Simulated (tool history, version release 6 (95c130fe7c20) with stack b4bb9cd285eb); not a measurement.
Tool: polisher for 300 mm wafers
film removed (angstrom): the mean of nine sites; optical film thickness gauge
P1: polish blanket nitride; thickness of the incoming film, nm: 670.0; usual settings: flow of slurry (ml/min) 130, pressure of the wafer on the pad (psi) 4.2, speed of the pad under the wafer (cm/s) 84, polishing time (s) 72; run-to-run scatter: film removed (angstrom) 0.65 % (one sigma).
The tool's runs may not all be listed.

run,hour,flow of slurry (ml/min),pressure of the wafer on the pad (psi),speed of the pad under the wafer (cm/s),polishing time (s),wafers polished on this pad,hours since the slurry nozzle was cleaned,hours since the head pressure was calibrated,film removed (angstrom)
1,8.6,130,4.2,84,72,465,357.9,535.5,1454.3
2,21.6,130,4.2,84,72,561,370.9,548.5,1456.7
3,32.8,130,4.2,84,43,643,382.1,559.7,879.06
4,46,130,5.9,84,72,740,395.3,572.9,2024.4
5,53.7,130,4.2,38,72,797,403,580.6,776.35
6,66,130,4.2,84,107,888,415.3,592.9,2158.9
7,78.9,130,1.9,84,72,983,428.2,605.8,657.37
8,93.5,130,4.2,84,72,1090,442.8,620.4,1463.8
9,109.6,130,4.2,84,72,1209,458.9,636.5,1436.7
10,123.4,130,4.2,110,97,1311,472.7,650.3,2431.8
11,132.3,90,4.2,84,72,1376,481.6,659.2,1332.7
12,147.2,195,4.2,84,45,1486,496.5,674.1,973.56
13,161.2,130,6.5,84,109,1589,510.5,688.1,3393.9
14,174.2,130,4.2,114,72,1685,523.5,701.1,1856.5
15,181.8,130,4.2,84,72,1741,531.1,708.7,1449.1
16,194.3,130,4.2,84,72,1833,543.6,721.2,1440.2
17,208.4,180,4.2,84,72,1937,557.7,735.3,1534.9
18,222.4,130,4.2,84,72,2040,571.7,749.3,1442.1
19,236.2,130,4.2,84,72,2142,585.5,763.1,1408.4
20,250.7,130,4.2,84,72,2249,600,777.6,1375.5
21,265,130,4.2,84,72,2354,614.3,791.9,1335.4
22,278.8,130,4.2,84,72,2456,628.1,805.7,1330.4
23,287.1,130,4.2,84,72,2517,636.4,814,1340.3
24,302,130,4.2,84,72,2627,651.3,828.9,1330.7
# hour 306.6: head pressure recalibrated
25,310.1,130,4.2,84,72,2686,659.4,3.6,1318.3
26,319.2,130,4.2,84,72,2753,668.5,12.7,1307.8
27,332.3,130,4.2,84,72,2850,681.6,25.8,1330.2
28,344.1,130,4.2,84,72,2937,693.4,37.6,1323.5
29,353,130,4.2,84,72,3002,702.3,46.5,1329.2

What P1 gives has crept away from where it was. These 2 causes fit the log equally well, each at the size given:
A: slurry flow missing at the pad, % = 34.5
B: removal rate lost through wear of the pad, % = 9.64
The creep began at about hour 222.4.
Why every other cause is out:
head's pressure below its setpoint, %: serviced at hour 306.6, which brought nothing back

4 check runs are offered, each on 5 wafers whose results are averaged, their results left as question marks. Which one tells the causes apart?
check 1,361.9,130,4.2,106,72,,,,?
check 2,361.9,130,3.1,84,72,,,,?
check 3,361.9,130,2.1,84,72,,,,?
check 4,361.9,170,4.2,84,72,,,,?

What each check would give under each cause:
check,result,if A,if B
check 1,film removed (angstrom),1583.8,1583.8
check 2,film removed (angstrom),970.5,970.52
check 3,film removed (angstrom),657.43,657.45
check 4,film removed (angstrom),1408.3,1377.9
How far apart the two closest causes lie, in the result that separates them most: check 1 0 %; check 2 0 %; check 3 0 %; check 4 2.18 %
Only check 4 tells the causes apart: in the others they would give nearly the same result.

Check 4 was then run and gave: film removed (angstrom) 1377.5. Which cause is it?

It is B: removal rate lost through wear of the pad, %.

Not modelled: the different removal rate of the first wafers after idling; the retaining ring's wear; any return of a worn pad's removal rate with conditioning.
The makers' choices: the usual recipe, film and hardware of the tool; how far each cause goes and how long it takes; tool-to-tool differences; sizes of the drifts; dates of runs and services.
